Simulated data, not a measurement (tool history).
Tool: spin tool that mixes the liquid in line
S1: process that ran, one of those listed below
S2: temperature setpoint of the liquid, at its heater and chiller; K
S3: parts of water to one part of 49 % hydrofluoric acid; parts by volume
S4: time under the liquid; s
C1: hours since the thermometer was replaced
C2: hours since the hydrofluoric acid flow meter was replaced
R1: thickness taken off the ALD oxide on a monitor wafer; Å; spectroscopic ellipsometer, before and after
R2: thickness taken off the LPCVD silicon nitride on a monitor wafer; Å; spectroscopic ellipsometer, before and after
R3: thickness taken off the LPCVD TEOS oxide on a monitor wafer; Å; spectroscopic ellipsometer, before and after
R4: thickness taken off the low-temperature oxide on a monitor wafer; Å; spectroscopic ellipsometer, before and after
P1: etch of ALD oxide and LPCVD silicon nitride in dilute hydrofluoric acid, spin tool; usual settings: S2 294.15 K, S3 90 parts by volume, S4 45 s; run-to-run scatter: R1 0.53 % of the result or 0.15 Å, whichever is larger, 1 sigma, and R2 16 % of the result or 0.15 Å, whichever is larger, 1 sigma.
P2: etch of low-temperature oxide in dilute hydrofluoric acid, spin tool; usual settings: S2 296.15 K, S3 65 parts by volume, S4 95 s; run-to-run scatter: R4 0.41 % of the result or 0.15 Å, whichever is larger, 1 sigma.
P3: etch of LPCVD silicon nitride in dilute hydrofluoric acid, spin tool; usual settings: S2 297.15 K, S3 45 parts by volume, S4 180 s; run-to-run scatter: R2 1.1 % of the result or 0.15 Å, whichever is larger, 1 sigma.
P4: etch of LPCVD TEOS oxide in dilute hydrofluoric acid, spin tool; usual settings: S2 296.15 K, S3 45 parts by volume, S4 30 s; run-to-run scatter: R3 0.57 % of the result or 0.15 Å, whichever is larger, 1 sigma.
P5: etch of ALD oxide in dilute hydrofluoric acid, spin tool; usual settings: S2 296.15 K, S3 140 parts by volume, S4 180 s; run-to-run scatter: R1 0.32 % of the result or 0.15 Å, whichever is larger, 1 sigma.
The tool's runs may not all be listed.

Run 1, hour 4.5: S1 P1, S2 294.15 K, S3 90 parts by volume, S4 45 s; C1 343.5; C2 184.7. Result: R1 139.920 Å, R2 1.59170 Å.
Run 2, hour 7.0: S1 P1, S2 294.15 K, S3 90 parts by volume, S4 20 s; C1 346.0; C2 187.2. Result: R1 61.300 Å, R2 0.85241 Å.
Run 3, hour 11.9: S1 P1, S2 302.15 K, S3 90 parts by volume, S4 45 s; C1 350.9; C2 192.1. Result: R1 190.720 Å, R2 3.27020 Å.
Run 4, hour 15.4: S1 P3, S2 297.15 K, S3 75 parts by volume, S4 180 s; C1 354.4; C2 195.6. Result: R2 12.26200 Å.
Run 5, hour 20.1: S1 P1, S2 294.15 K, S3 90 parts by volume, S4 45 s; C1 359.1; C2 200.3. Result: R1 139.140 Å, R2 1.56880 Å.
Run 6, hour 22.5: S1 P4, S2 296.15 K, S3 75 parts by volume, S4 30 s; C1 361.5; C2 202.7. Result: R3 221.75 Å.
Run 7, hour 25.3: S1 P2, S2 296.15 K, S3 65 parts by volume, S4 45 s; C1 364.3; C2 205.5. Result: R4 172.26 Å.
Run 8, hour 29.6: S1 P1, S2 294.15 K, S3 40 parts by volume, S4 45 s; C1 368.6; C2 209.8. Result: R1 330.690 Å, R2 3.23590 Å.
Run 9, hour 32.7: S1 P5, S2 296.15 K, S3 140 parts by volume, S4 180 s; C1 371.7; C2 212.9. Result: R1 279.300 Å.
Run 10, hour 37.5: S1 P1, S2 294.15 K, S3 125 parts by volume, S4 45 s; C1 376.5; C2 217.7. Result: R1 97.294 Å, R2 1.95590 Å.
Run 11, hour 41.3: S1 P3, S2 297.15 K, S3 45 parts by volume, S4 180 s; C1 380.3; C2 221.5. Result: R2 19.67800 Å.
Run 12, hour 45.5: S1 P2, S2 296.15 K, S3 65 parts by volume, S4 95 s; C1 384.5; C2 225.7. Result: R4 362.70 Å.
Run 13, hour 49.7: S1 P1, S2 294.15 K, S3 90 parts by volume, S4 80 s; C1 388.7; C2 229.9. Result: R1 247.620 Å, R2 2.47560 Å.
Run 14, hour 52.6: S1 P3, S2 297.15 K, S3 45 parts by volume, S4 180 s; C1 391.6; C2 232.8. Result: R2 19.58100 Å.
Run 15, hour 56.2: S1 P1, S2 290.15 K, S3 90 parts by volume, S4 45 s; C1 395.2; C2 236.4. Result: R1 117.920 Å, R2 1.54110 Å.
Run 16, hour 59.9: S1 P1, S2 294.15 K, S3 90 parts by volume, S4 45 s; C1 398.9; C2 240.1. Result: R1 139.900 Å, R2 1.44440 Å.
Run 17, hour 64.0: S1 P5, S2 296.15 K, S3 140 parts by volume, S4 15 s; C1 403.0; C2 244.2. Result: R1 23.517 Å.
Run 18, hour 67.1: S1 P5, S2 303.15 K, S3 140 parts by volume, S4 180 s; C1 406.1; C2 247.3. Result: R1 363.270 Å.
Run 19, hour 70.8: S1 P3, S2 290.15 K, S3 45 parts by volume, S4 180 s; C1 409.8; C2 251.0. Result: R2 12.55500 Å.
Run 20, hour 73.4: S1 P1, S2 294.15 K, S3 90 parts by volume, S4 45 s; C1 412.4; C2 253.6. Result: R1 140.580 Å, R2 1.90460 Å.
Run 21, hour 75.8: S1 P4, S2 296.15 K, S3 45 parts by volume, S4 30 s; C1 414.8; C2 256.0. Result: R3 382.08 Å.
Run 22, hour 79.2: S1 P1, S2 294.15 K, S3 90 parts by volume, S4 45 s; C1 418.2; C2 259.4. Result: R1 139.990 Å, R2 1.79480 Å.
Run 23, hour 81.6: S1 P3, S2 297.15 K, S3 45 parts by volume, S4 75 s; C1 420.6; C2 261.8. Result: R2 8.83690 Å.
Run 24, hour 86.4: S1 P4, S2 296.15 K, S3 45 parts by volume, S4 15 s; C1 425.4; C2 266.6. Result: R3 190.95 Å.
Run 25, hour 89.8: S1 P1, S2 294.15 K, S3 90 parts by volume, S4 45 s; C1 428.8; C2 270.0. Result: R1 138.480 Å, R2 1.38760 Å.
Run 26, hour 94.3: S1 P4, S2 303.65 K, S3 45 parts by volume, S4 30 s; C1 433.3; C2 274.5. Result: R3 520.42 Å.
Run 27, hour 96.9: S1 P1, S2 290.15 K, S3 50 parts by volume, S4 45 s; C1 435.9; C2 277.1. Result: R1 221.390 Å, R2 2.09810 Å.
Run 28, hour 102.2: S1 P4, S2 296.15 K, S3 45 parts by volume, S4 30 s; C1 441.2; C2 282.4. Result: R3 385.47 Å.
Run 29, hour 106.3: S1 P2, S2 296.15 K, S3 115 parts by volume, S4 95 s; C1 445.3; C2 286.5. Result: R4 193.80 Å.
Run 30, hour 110.0: S1 P5, S2 296.15 K, S3 50 parts by volume, S4 180 s; C1 449.0; C2 290.2. Result: R1 872.480 Å.
Run 31, hour 113.5: S1 P2, S2 303.65 K, S3 65 parts by volume, S4 95 s; C1 452.5; C2 293.7. Result: R4 493.36 Å.
Run 32, hour 117.7: S1 P1, S2 294.15 K, S3 90 parts by volume, S4 45 s; C1 456.7; C2 297.9. Result: R1 140.100 Å, R2 1.33920 Å.
Run 33, hour 120.5: S1 P1, S2 294.15 K, S3 90 parts by volume, S4 45 s; C1 459.5; C2 300.7. Result: R1 143.160 Å, R2 1.68820 Å.
Run 34, hour 124.2: S1 P1, S2 294.15 K, S3 90 parts by volume, S4 45 s; C1 463.2; C2 304.4. Result: R1 146.330 Å, R2 1.69100 Å.
Run 35, hour 128.2: S1 P1, S2 294.15 K, S3 90 parts by volume, S4 45 s; C1 467.2; C2 308.4. Result: R1 148.600 Å, R2 1.41750 Å.
Run 36, hour 132.5: S1 P1, S2 294.15 K, S3 90 parts by volume, S4 45 s; C1 471.5; C2 312.7. Result: R1 150.060 Å, R2 2.46950 Å.
Run 37, hour 135.7: S1 P1, S2 294.15 K, S3 90 parts by volume, S4 45 s; C1 474.7; C2 315.9. Result: R1 151.510 Å, R2 1.32070 Å.
Run 38, hour 140.0: S1 P1, S2 294.15 K, S3 90 parts by volume, S4 45 s; C1 479.0; C2 320.2. Result: R1 151.900 Å, R2 2.18270 Å.
Run 39, hour 142.7: S1 P1, S2 294.15 K, S3 90 parts by volume, S4 45 s; C1 481.7; C2 322.9. Result: R1 152.060 Å, R2 1.60200 Å.
Run 40, hour 145.1: S1 P1, S2 294.15 K, S3 90 parts by volume, S4 45 s; C1 484.1; C2 325.3. Result: R1 153.970 Å, R2 1.08040 Å.
Run 41, hour 148.2: S1 P1, S2 294.15 K, S3 90 parts by volume, S4 45 s; C1 487.2; C2 328.4. Result: R1 152.760 Å, R2 1.89620 Å.
Run 42, hour 152.0: S1 P1, S2 294.15 K, S3 90 parts by volume, S4 45 s; C1 491.0; C2 332.2. Result: R1 154.070 Å, R2 2.01560 Å.
Run 43, hour 154.7: S1 P1, S2 294.15 K, S3 90 parts by volume, S4 45 s; C1 493.7; C2 334.9. Result: R1 152.860 Å, R2 1.68530 Å.

What P1 gives has crept away from where it was. These 2 causes fit the log equally well, each at the size given:
A: hydrofluoric acid flow above the setpoint (%) = 9.19
B: liquid hotter than its thermometer reads (K) = 2.39
The creep began at about hour 117.7.

4 check runs are offered, each on 5 wafers whose results are averaged, their results left as question marks. Which one tells the causes apart?
Run check 1, hour 157.4: S1 P2, S2 302.65 K, S3 65 parts by volume, S4 95 s. Result: R4 ?.
Run check 2, hour 157.4: S1 P4, S2 296.15 K, S3 45 parts by volume, S4 15 s. Result: R3 ?.
Run check 3, hour 157.4: S1 P5, S2 296.15 K, S3 70 parts by volume, S4 65 s. Result: R1 ?.
Run check 4, hour 157.4: S1 P3, S2 297.15 K, S3 60 parts by volume, S4 110 s. Result: R2 ?.

What each check would give under each cause:
  check  result      if A      if B
check 1      R4    519.05    516.91
check 2      R3    210.27    211.47
check 3      R1   242.030   242.350
check 4      R2  10.17100  10.93800
How far apart the two closest causes lie, in the result that separates them most: check 1 0.41 %; check 2 0.57 %; check 3 0.13 %; check 4 7.27 %
Only check 4 tells the causes apart: in the others they would give nearly the same result.

Then check 4 was run and gave: R2 10.77800 Å. Which cause is it?

It is B: liquid hotter than its thermometer reads (K).
